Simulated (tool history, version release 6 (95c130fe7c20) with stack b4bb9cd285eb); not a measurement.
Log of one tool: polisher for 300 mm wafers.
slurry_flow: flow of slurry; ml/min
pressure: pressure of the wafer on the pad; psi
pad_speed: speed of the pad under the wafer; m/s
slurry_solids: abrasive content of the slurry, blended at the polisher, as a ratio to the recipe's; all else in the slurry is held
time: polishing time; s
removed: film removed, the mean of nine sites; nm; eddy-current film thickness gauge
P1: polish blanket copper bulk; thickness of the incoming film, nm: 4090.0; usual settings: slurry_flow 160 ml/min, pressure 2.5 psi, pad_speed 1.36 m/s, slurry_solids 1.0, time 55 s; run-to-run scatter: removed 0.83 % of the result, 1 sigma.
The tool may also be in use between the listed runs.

run  hour  slurry_flow  pressure  pad_speed  slurry_solids  time  wafers polished on this pad  hours since the slurry nozzle was cleaned  hours since the head pressure was calibrated  hours since the slurry blender was calibrated  removed
  1   4.0          160       2.5       1.36            1.0    55                          470                                      102.9                                         619.0                                           82.4   713.83
  2   7.4          160       2.5       1.36            1.2    55                          495                                      106.3                                         622.4                                           85.8   745.67
  3  11.6          205       2.5       0.74            1.0    55                          526                                      110.5                                         626.6                                           90.0   396.56
  4  18.0          160       2.5       1.92            1.0    55                          573                                      116.9                                         633.0                                           96.4  1002.40
  5  22.2          230       2.5       0.62            1.0    55                          603                                      121.1                                         637.2                                          100.6   342.47
  6  26.7          160       2.5       1.36            1.0    28                          636                                      125.6                                         641.7                                          105.1   362.22
  7  29.5          160       2.5       1.36            1.0    55                          657                                      128.4                                         644.5                                          107.9   709.63
  8  34.3           95       2.5       1.36            1.0    55                          692                                      133.2                                         649.3                                          112.7   647.42
  9  38.3          160       2.5       1.36            1.0    85                          722                                      137.2                                         653.3                                          116.7  1092.90
 10  41.4          160       3.7       1.36            1.0    55                          744                                      140.3                                         656.4                                          119.8  1061.20
 11  47.5          160       2.5       1.36            0.6    55                          789                                      146.4                                         662.5                                          125.9   635.16
 12  52.5          160       2.5       1.36            1.0    55                          826                                      151.4                                         667.5                                          130.9   721.94

The next listed run, before its measurement:
     54.6  -- head pressure recalibrated
 13  56.4          160       2.5       1.36            1.0    55                          854                                      155.3                                           1.8                                          134.8        ?

Run 13 gave removed 711.36 nm.
